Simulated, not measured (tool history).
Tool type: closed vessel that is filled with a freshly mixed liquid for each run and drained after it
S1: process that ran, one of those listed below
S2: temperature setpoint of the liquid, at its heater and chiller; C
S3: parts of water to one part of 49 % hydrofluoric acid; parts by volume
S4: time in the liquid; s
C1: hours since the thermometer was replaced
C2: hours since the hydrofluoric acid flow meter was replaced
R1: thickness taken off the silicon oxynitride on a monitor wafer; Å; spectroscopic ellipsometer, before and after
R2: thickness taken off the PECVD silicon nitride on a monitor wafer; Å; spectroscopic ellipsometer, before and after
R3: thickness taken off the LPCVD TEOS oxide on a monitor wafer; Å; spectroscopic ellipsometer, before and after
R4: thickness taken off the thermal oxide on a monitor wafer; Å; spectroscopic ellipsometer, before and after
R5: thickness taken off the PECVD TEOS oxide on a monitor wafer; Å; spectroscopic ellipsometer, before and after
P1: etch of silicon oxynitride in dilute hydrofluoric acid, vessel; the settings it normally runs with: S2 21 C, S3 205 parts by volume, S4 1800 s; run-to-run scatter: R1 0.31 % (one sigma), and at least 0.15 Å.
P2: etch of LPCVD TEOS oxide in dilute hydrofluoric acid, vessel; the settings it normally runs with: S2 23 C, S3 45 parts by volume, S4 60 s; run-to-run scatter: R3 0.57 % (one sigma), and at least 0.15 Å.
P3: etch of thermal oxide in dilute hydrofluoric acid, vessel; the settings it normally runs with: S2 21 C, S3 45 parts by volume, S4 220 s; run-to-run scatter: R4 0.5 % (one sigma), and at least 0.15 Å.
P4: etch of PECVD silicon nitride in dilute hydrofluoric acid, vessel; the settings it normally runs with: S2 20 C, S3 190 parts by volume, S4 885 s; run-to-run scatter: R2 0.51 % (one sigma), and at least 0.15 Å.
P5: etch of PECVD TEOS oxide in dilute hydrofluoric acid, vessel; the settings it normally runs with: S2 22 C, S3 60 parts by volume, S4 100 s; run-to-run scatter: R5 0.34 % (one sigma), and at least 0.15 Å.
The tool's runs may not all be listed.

{"run": 1, "hour": 8.6, "S1": "P1", "S2": 21, "S3": 205, "S4": 1800, "C1": 139.4, "C2": 521.2, "R1": 340.19}
{"run": 2, "hour": 15.3, "S1": "P4", "S2": 28, "S3": 190, "S4": 885, "C1": 146.1, "C2": 527.9, "R2": 234.94}
{"run": 3, "hour": 26.2, "S1": "P2", "S2": 23, "S3": 70, "S4": 60, "C1": 157, "C2": 538.8, "R3": 270.8}
{"run": 4, "hour": 33.8, "S1": "P4", "S2": 20, "S3": 190, "S4": 885, "C1": 164.6, "C2": 546.4, "R2": 140.46}
{"hour": 41.9, "done": "hydrofluoric acid flow meter replaced"}
{"run": 5, "hour": 42.8, "S1": "P1", "S2": 21, "S3": 205, "S4": 900, "C1": 173.6, "C2": 1, "R1": 170.63}
{"run": 6, "hour": 54.5, "S1": "P1", "S2": 17, "S3": 205, "S4": 1800, "C1": 185.3, "C2": 12.7, "R1": 281.5}
{"run": 7, "hour": 66.4, "S1": "P1", "S2": 21, "S3": 205, "S4": 2745, "C1": 197.2, "C2": 24.6, "R1": 519.77}
{"run": 8, "hour": 73.7, "S1": "P2", "S2": 23, "S3": 45, "S4": 115, "C1": 204.5, "C2": 31.9, "R3": 852.98}
{"run": 9, "hour": 81.4, "S1": "P3", "S2": 21, "S3": 45, "S4": 220, "C1": 212.2, "C2": 39.6, "R4": 227.57}
{"run": 10, "hour": 89.3, "S1": "P1", "S2": 21, "S3": 335, "S4": 2865, "C1": 220.1, "C2": 47.5, "R1": 305.35}
{"run": 11, "hour": 94.9, "S1": "P5", "S2": 22, "S3": 60, "S4": 170, "C1": 225.7, "C2": 53.1, "R5": 806.39}
{"run": 12, "hour": 105.7, "S1": "P1", "S2": 21, "S3": 205, "S4": 1800, "C1": 236.5, "C2": 63.9, "R1": 338.67}
{"run": 13, "hour": 112.8, "S1": "P2", "S2": 17, "S3": 45, "S4": 60, "C1": 243.6, "C2": 71, "R3": 339.53}
{"run": 14, "hour": 124.0, "S1": "P1", "S2": 25, "S3": 205, "S4": 750, "C1": 254.8, "C2": 82.2, "R1": 169.46}
{"run": 15, "hour": 132.8, "S1": "P4", "S2": 20, "S3": 190, "S4": 1735, "C1": 263.6, "C2": 91, "R2": 276.23}
{"run": 16, "hour": 142.6, "S1": "P5", "S2": 17, "S3": 60, "S4": 100, "C1": 273.4, "C2": 100.8, "R5": 382.95}
{"run": 17, "hour": 154.0, "S1": "P1", "S2": 21, "S3": 65, "S4": 1800, "C1": 284.8, "C2": 112.2, "R1": 1183.9}
{"run": 18, "hour": 165.3, "S1": "P3", "S2": 21, "S3": 65, "S4": 220, "C1": 296.1, "C2": 123.5, "R4": 153.87}
{"run": 19, "hour": 175.8, "S1": "P3", "S2": 21, "S3": 45, "S4": 385, "C1": 306.6, "C2": 134, "R4": 399.05}
{"run": 20, "hour": 181.2, "S1": "P1", "S2": 21, "S3": 285, "S4": 1800, "C1": 312, "C2": 139.4, "R1": 231.54}
{"run": 21, "hour": 190.0, "S1": "P4", "S2": 20, "S3": 190, "S4": 885, "C1": 320.8, "C2": 148.2, "R2": 140.68}
{"run": 22, "hour": 198.1, "S1": "P2", "S2": 23, "S3": 45, "S4": 60, "C1": 328.9, "C2": 156.3, "R3": 444.54}
{"run": 23, "hour": 207.6, "S1": "P2", "S2": 23, "S3": 45, "S4": 60, "C1": 338.4, "C2": 165.8, "R3": 439.57}
{"run": 24, "hour": 219.9, "S1": "P5", "S2": 22, "S3": 60, "S4": 100, "C1": 350.7, "C2": 178.1, "R5": 473.95}
{"hour": 223.3, "done": "thermometer replaced"}
{"run": 25, "hour": 229.2, "S1": "P1", "S2": 21, "S3": 205, "S4": 1800, "C1": 5.9, "C2": 187.4, "R1": 340.03}
{"run": 26, "hour": 235.7, "S1": "P5", "S2": 22, "S3": 20, "S4": 100, "C1": 12.4, "C2": 193.9, "R5": 1494.8}
{"run": 27, "hour": 244.2, "S1": "P1", "S2": 24.5, "S3": 105, "S4": 1800, "C1": 20.9, "C2": 202.4, "R1": 840.81}
{"run": 28, "hour": 251.4, "S1": "P1", "S2": 29, "S3": 205, "S4": 1800, "C1": 28.1, "C2": 209.6, "R1": 485.65}
{"run": 29, "hour": 260.2, "S1": "P5", "S2": 22, "S3": 60, "S4": 100, "C1": 36.9, "C2": 218.4, "R5": 473.67}
{"run": 30, "hour": 271.0, "S1": "P4", "S2": 20, "S3": 335, "S4": 885, "C1": 47.7, "C2": 229.2, "R2": 81.913}
{"run": 31, "hour": 281.1, "S1": "P1", "S2": 21, "S3": 205, "S4": 1800, "C1": 57.8, "C2": 239.3, "R1": 340.3}
{"run": 32, "hour": 289.9, "S1": "P3", "S2": 17, "S3": 45, "S4": 220, "C1": 66.6, "C2": 248.1, "R4": 191.23}
{"run": 33, "hour": 298.8, "S1": "P1", "S2": 21, "S3": 205, "S4": 1800, "C1": 75.5, "C2": 257, "R1": 340.92}
{"run": 34, "hour": 306.5, "S1": "P1", "S2": 21, "S3": 205, "S4": 1800, "C1": 83.2, "C2": 264.7, "R1": 340.49}
{"run": 35, "hour": 318.5, "S1": "P1", "S2": 21, "S3": 205, "S4": 1800, "C1": 95.2, "C2": 276.7, "R1": 330.45}
{"run": 36, "hour": 329.3, "S1": "P1", "S2": 21, "S3": 205, "S4": 1800, "C1": 106, "C2": 287.5, "R1": 324.56}
{"run": 37, "hour": 338.6, "S1": "P1", "S2": 21, "S3": 205, "S4": 1800, "C1": 115.3, "C2": 296.8, "R1": 319.81}
{"run": 38, "hour": 349.0, "S1": "P1", "S2": 21, "S3": 205, "S4": 1800, "C1": 125.7, "C2": 307.2, "R1": 318.73}
{"run": 39, "hour": 358.7, "S1": "P1", "S2": 21, "S3": 205, "S4": 1800, "C1": 135.4, "C2": 316.9, "R1": 317.71}
{"run": 40, "hour": 367.5, "S1": "P1", "S2": 21, "S3": 205, "S4": 1800, "C1": 144.2, "C2": 325.7, "R1": 317.75}
{"run": 41, "hour": 372.9, "S1": "P1", "S2": 21, "S3": 205, "S4": 1800, "C1": 149.6, "C2": 331.1, "R1": 317.85}

P1 has crept away from where it was. The log is fitted equally well by each of these 2 causes, at the sizes shown:
A: liquid colder than its thermometer reads (K) = 1.5
B: hydrofluoric acid flow below the setpoint (%) = 5.87
Creep in the process output first set in at about hour 306.5.

Question marks stand in for the results of the 4 check runs listed below, each run on one wafer. Under which run would the listed causes show clearly different results?
{"run": "check 1", "hour": 378.3, "S1": "P3", "S2": 18, "S3": 45, "S4": 300, "R4": "?"}
{"run": "check 2", "hour": 378.3, "S1": "P5", "S2": 18, "S3": 60, "S4": 100, "R5": "?"}
{"run": "check 3", "hour": 378.3, "S1": "P2", "S2": 17, "S3": 45, "S4": 110, "R3": "?"}
{"run": "check 4", "hour": 378.3, "S1": "P4", "S2": 20, "S3": 245, "S4": 1720, "R2": "?"}

What every check run would give for each of its results, assuming each possible cause in turn:
check=check_1 result=R4 if_A=255.92 if_B=256.31
check=check_2 result=R5 if_A=375.41 if_B=375.41
check=check_3 result=R3 if_A=584.82 if_B=586.06
check=check_4 result=R2 if_A=194.99 if_B=202.75
How far apart the two closest causes lie, in the result that separates them most: check 1 0.15 %; check 2 0 %; check 3 0.21 %; check 4 3.91 %
Of the check runs offered, only check 4 discriminates between the causes; the rest would read about the same regardless of which cause applies.

With check 4 done, the readings were: R2 195.56 Å. Identify which of the listed causes applies.

It is A: liquid colder than its thermometer reads (K).

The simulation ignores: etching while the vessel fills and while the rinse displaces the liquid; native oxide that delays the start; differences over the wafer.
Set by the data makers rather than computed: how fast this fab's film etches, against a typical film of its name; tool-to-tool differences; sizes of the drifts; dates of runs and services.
